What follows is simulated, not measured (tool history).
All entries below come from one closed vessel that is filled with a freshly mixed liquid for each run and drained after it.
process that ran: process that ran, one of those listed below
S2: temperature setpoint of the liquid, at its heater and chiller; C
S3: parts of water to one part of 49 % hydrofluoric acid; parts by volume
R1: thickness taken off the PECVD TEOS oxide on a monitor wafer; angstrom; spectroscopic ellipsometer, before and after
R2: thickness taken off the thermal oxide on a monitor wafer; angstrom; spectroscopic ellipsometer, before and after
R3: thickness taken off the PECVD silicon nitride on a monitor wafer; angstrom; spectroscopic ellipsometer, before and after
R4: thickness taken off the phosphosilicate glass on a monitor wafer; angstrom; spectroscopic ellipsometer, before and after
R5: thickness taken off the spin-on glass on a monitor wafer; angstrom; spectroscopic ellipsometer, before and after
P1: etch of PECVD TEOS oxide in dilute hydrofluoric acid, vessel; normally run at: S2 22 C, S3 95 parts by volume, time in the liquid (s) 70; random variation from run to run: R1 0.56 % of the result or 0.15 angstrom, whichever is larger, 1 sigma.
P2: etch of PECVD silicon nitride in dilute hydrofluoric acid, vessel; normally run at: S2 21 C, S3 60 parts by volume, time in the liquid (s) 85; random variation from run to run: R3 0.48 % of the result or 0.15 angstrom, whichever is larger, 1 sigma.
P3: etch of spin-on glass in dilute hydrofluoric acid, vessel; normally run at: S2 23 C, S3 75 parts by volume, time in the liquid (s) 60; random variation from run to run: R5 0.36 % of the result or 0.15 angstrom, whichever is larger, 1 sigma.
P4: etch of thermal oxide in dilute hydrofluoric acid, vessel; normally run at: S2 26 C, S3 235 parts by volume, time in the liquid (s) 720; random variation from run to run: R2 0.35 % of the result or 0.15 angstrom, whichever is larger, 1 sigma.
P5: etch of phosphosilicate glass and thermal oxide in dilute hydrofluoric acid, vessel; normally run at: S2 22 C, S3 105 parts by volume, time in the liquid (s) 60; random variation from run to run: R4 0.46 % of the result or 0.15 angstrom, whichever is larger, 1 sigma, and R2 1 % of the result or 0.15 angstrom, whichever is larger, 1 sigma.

{"run": 1, "day": 0.571, "process that ran": "P1", "S2": 22, "S3": 95, "time in the liquid (s)": 70, "R1": 136.11}
{"run": 2, "day": 1.117, "process that ran": "P4", "S2": 34, "S3": 235, "time in the liquid (s)": 720, "R2": 163.17}
{"run": 3, "day": 1.425, "process that ran": "P2", "S2": 21, "S3": 20, "time in the liquid (s)": 85, "R3": 184.68}
{"run": 4, "day": 1.758, "process that ran": "P2", "S2": 21, "S3": 60, "time in the liquid (s)": 30, "R3": 22.653}
{"run": 5, "day": 2.079, "process that ran": "P5", "S2": 22, "S3": 105, "time in the liquid (s)": 30, "R2": 12.966, "R4": 159.6}
{"run": 6, "day": 2.375, "process that ran": "P5", "S2": 29.5, "S3": 105, "time in the liquid (s)": 60, "R2": 35.349, "R4": 427.81}
{"run": 7, "day": 2.896, "process that ran": "P3", "S2": 23, "S3": 75, "time in the liquid (s)": 90, "R5": 745.6}
{"run": 8, "day": 3.375, "process that ran": "P1", "S2": 22, "S3": 95, "time in the liquid (s)": 70, "R1": 136}
{"run": 9, "day": 3.85, "process that ran": "P2", "S2": 21, "S3": 60, "time in the liquid (s)": 85, "R3": 64.44}
{"run": 10, "day": 4.233, "process that ran": "P1", "S2": 30, "S3": 95, "time in the liquid (s)": 70, "R1": 185.46}
{"run": 11, "day": 4.675, "process that ran": "P2", "S2": 21, "S3": 60, "time in the liquid (s)": 85, "R3": 64.52}
{"run": 12, "day": 5.321, "process that ran": "P1", "S2": 27, "S3": 95, "time in the liquid (s)": 115, "R1": 272.89}
{"run": 13, "day": 5.679, "process that ran": "P4", "S2": 26, "S3": 235, "time in the liquid (s)": 720, "R2": 124.99}
{"run": 14, "day": 6.038, "process that ran": "P4", "S2": 26, "S3": 235, "time in the liquid (s)": 1320, "R2": 229.14}
{"run": 15, "day": 6.458, "process that ran": "P1", "S2": 22, "S3": 95, "time in the liquid (s)": 70, "R1": 134.75}
{"run": 16, "day": 7.029, "process that ran": "P3", "S2": 23, "S3": 125, "time in the liquid (s)": 60, "R5": 279.14}
{"run": 17, "day": 7.358, "process that ran": "P1", "S2": 22, "S3": 95, "time in the liquid (s)": 125, "R1": 240.61}
{"run": 18, "day": 7.971, "process that ran": "P1", "S2": 22, "S3": 165, "time in the liquid (s)": 70, "R1": 72.874}
{"run": 19, "day": 8.383, "process that ran": "P3", "S2": 23, "S3": 75, "time in the liquid (s)": 60, "R5": 495.21}
{"run": 20, "day": 8.921, "process that ran": "P1", "S2": 17, "S3": 95, "time in the liquid (s)": 30, "R1": 46.724}
{"run": 21, "day": 9.412, "process that ran": "P4", "S2": 26, "S3": 70, "time in the liquid (s)": 720, "R2": 511.29}
{"run": 22, "day": 9.783, "process that ran": "P1", "S2": 22, "S3": 95, "time in the liquid (s)": 30, "R1": 58.505}
{"run": 23, "day": 10.354, "process that ran": "P2", "S2": 17, "S3": 60, "time in the liquid (s)": 85, "R3": 48.832}
{"run": 24, "day": 10.758, "process that ran": "P1", "S2": 22, "S3": 95, "time in the liquid (s)": 70, "R1": 135.77}
{"run": 25, "day": 11.212, "process that ran": "P3", "S2": 17, "S3": 75, "time in the liquid (s)": 60, "R5": 387.26}
{"run": 26, "day": 11.679, "process that ran": "P1", "S2": 22, "S3": 95, "time in the liquid (s)": 70, "R1": 135.93}
{"run": 27, "day": 12.104, "process that ran": "P1", "S2": 17, "S3": 95, "time in the liquid (s)": 70, "R1": 110.67}
{"run": 28, "day": 12.425, "process that ran": "P5", "S2": 22, "S3": 55, "time in the liquid (s)": 60, "R2": 53.907, "R4": 645.04}
{"run": 29, "day": 12.717, "process that ran": "P1", "S2": 22, "S3": 30, "time in the liquid (s)": 70, "R1": 463.4}
{"run": 30, "day": 13.312, "process that ran": "P5", "S2": 22, "S3": 105, "time in the liquid (s)": 60, "R2": 26.081, "R4": 319.61}
{"run": 31, "day": 13.688, "process that ran": "P1", "S2": 22, "S3": 95, "time in the liquid (s)": 70, "R1": 135.78}
{"run": 32, "day": 14.0, "process that ran": "P3", "S2": 23, "S3": 75, "time in the liquid (s)": 60, "R5": 496.92}
{"run": 33, "day": 14.371, "process that ran": "P1", "S2": 22, "S3": 95, "time in the liquid (s)": 70, "R1": 137}
{"run": 34, "day": 14.688, "process that ran": "P1", "S2": 22, "S3": 95, "time in the liquid (s)": 70, "R1": 131.09}
{"run": 35, "day": 15.154, "process that ran": "P1", "S2": 22, "S3": 95, "time in the liquid (s)": 70, "R1": 128.72}
{"run": 36, "day": 15.525, "process that ran": "P1", "S2": 22, "S3": 95, "time in the liquid (s)": 70, "R1": 125.31}
{"run": 37, "day": 15.962, "process that ran": "P1", "S2": 22, "S3": 95, "time in the liquid (s)": 70, "R1": 124.76}
{"run": 38, "day": 16.375, "process that ran": "P1", "S2": 22, "S3": 95, "time in the liquid (s)": 70, "R1": 124.82}
{"run": 39, "day": 16.692, "process that ran": "P1", "S2": 22, "S3": 95, "time in the liquid (s)": 70, "R1": 123.93}
{"run": 40, "day": 17.329, "process that ran": "P1", "S2": 22, "S3": 95, "time in the liquid (s)": 70, "R1": 124.99}
{"run": 41, "day": 17.767, "process that ran": "P1", "S2": 22, "S3": 95, "time in the liquid (s)": 70, "R1": 123.83}

What P1 gives has crept off from where it sat before. The 2 causes that follow fit the log equally well, each at the size noted:
A: liquid colder than its thermometer reads (K) = 2.42
B: hydrofluoric acid flow below the setpoint (%) = 8.48
The drift started at roughly day 14.371.

Of the 4 check runs listed below, each run on one wafer and each result written as a question mark, which would let you distinguish the listed causes because they would give clearly different results?
{"run": "check 1", "day": 18.204, "process that ran": "P2", "S2": 17, "S3": 60, "time in the liquid (s)": 85, "R3": "?"}
{"run": "check 2", "day": 18.204, "process that ran": "P3", "S2": 23, "S3": 100, "time in the liquid (s)": 60, "R5": "?"}
{"run": "check 3", "day": 18.204, "process that ran": "P4", "S2": 32, "S3": 80, "time in the liquid (s)": 720, "R2": "?"}
{"run": "check 4", "day": 18.204, "process that ran": "P5", "S2": 28, "S3": 105, "time in the liquid (s)": 30, "R2": "?", "R4": "?"}

What every check run would give for each of its results, assuming each possible cause in turn:
check=check_1 result=R3 if_A=41.075 if_B=44.807
check=check_2 result=R5 if_A=327.29 if_B=326.67
check=check_3 result=R2 if_A=506.93 if_B=502.82
check=check_4 result=R2 if_A=15.2 if_B=15.072
check=check_4 result=R4 if_A=183.45 if_B=181.91
How far apart the two closest causes lie, in the result that separates them most: check 1 8.7 %; check 2 0.19 %; check 3 0.81 %; check 4 0.85 %
Of the check runs offered, only check 1 discriminates between the causes; the rest would read about the same regardless of which cause applies.

Check 1 has now been run. It gave: R3 44.942 angstrom. Which of the candidate causes is it?

Of the candidate causes, it is B: hydrofluoric acid flow below the setpoint (%).
